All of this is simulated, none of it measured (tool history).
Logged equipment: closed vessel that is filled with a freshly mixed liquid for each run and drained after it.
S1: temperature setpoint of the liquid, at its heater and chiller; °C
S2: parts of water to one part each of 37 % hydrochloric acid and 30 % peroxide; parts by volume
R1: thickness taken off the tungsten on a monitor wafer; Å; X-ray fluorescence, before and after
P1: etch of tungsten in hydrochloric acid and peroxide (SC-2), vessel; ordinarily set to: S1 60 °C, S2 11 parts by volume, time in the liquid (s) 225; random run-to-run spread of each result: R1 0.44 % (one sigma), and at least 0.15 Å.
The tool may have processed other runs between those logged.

Run 1, hour 8.2: S1 60 °C, S2 11 parts by volume, time in the liquid (s) 225. Result: R1 590.08 Å.
Run 2, hour 13.9: S1 60 °C, S2 11 parts by volume, time in the liquid (s) 225. Result: R1 590.71 Å.
Run 3, hour 19.2: S1 60 °C, S2 11 parts by volume, time in the liquid (s) 30. Result: R1 78.543 Å.
Run 4, hour 26.4: S1 72 °C, S2 11 parts by volume, time in the liquid (s) 135. Result: R1 731.29 Å.
At hour 29.9: chemicals flow meter replaced.
Run 5, hour 31.1: S1 44.5 °C, S2 11 parts by volume, time in the liquid (s) 225. Result: R1 213.84 Å.
Run 6, hour 36.4: S1 60 °C, S2 11 parts by volume, time in the liquid (s) 225. Result: R1 586 Å.
Run 7, hour 44.9: S1 60 °C, S2 11 parts by volume, time in the liquid (s) 225. Result: R1 590.73 Å.
Run 8, hour 52.6: S1 60 °C, S2 4 parts by volume, time in the liquid (s) 225. Result: R1 1289.5 Å.
Run 9, hour 59.6: S1 72 °C, S2 11 parts by volume, time in the liquid (s) 225. Result: R1 1224.2 Å.
Run 10, hour 63.8: S1 60 °C, S2 11 parts by volume, time in the liquid (s) 225. Result: R1 591.28 Å.
Run 11, hour 70.2: S1 60 °C, S2 11 parts by volume, time in the liquid (s) 225. Result: R1 590.1 Å.
Run 12, hour 75.8: S1 60 °C, S2 11 parts by volume, time in the liquid (s) 225. Result: R1 589.97 Å.
Run 13, hour 82.3: S1 60 °C, S2 11 parts by volume, time in the liquid (s) 395. Result: R1 1037.5 Å.
Run 14, hour 87.2: S1 60 °C, S2 20 parts by volume, time in the liquid (s) 225. Result: R1 353.08 Å.
Run 15, hour 94.7: S1 60 °C, S2 11 parts by volume, time in the liquid (s) 225. Result: R1 589.66 Å.
Run 16, hour 102.3: S1 60 °C, S2 11 parts by volume, time in the liquid (s) 225. Result: R1 616.94 Å.
Run 17, hour 109.8: S1 60 °C, S2 11 parts by volume, time in the liquid (s) 225. Result: R1 629.22 Å.
Run 18, hour 114.6: S1 60 °C, S2 11 parts by volume, time in the liquid (s) 225. Result: R1 627.24 Å.
Run 19, hour 120.2: S1 60 °C, S2 11 parts by volume, time in the liquid (s) 225. Result: R1 633.73 Å.

Expected results for the next run?
Run 20, hour 129.9: S1 60 °C, S2 11 parts by volume, time in the liquid (s) 225. Result: R1 ?.

{"run 20": {"R1": 638.99}}
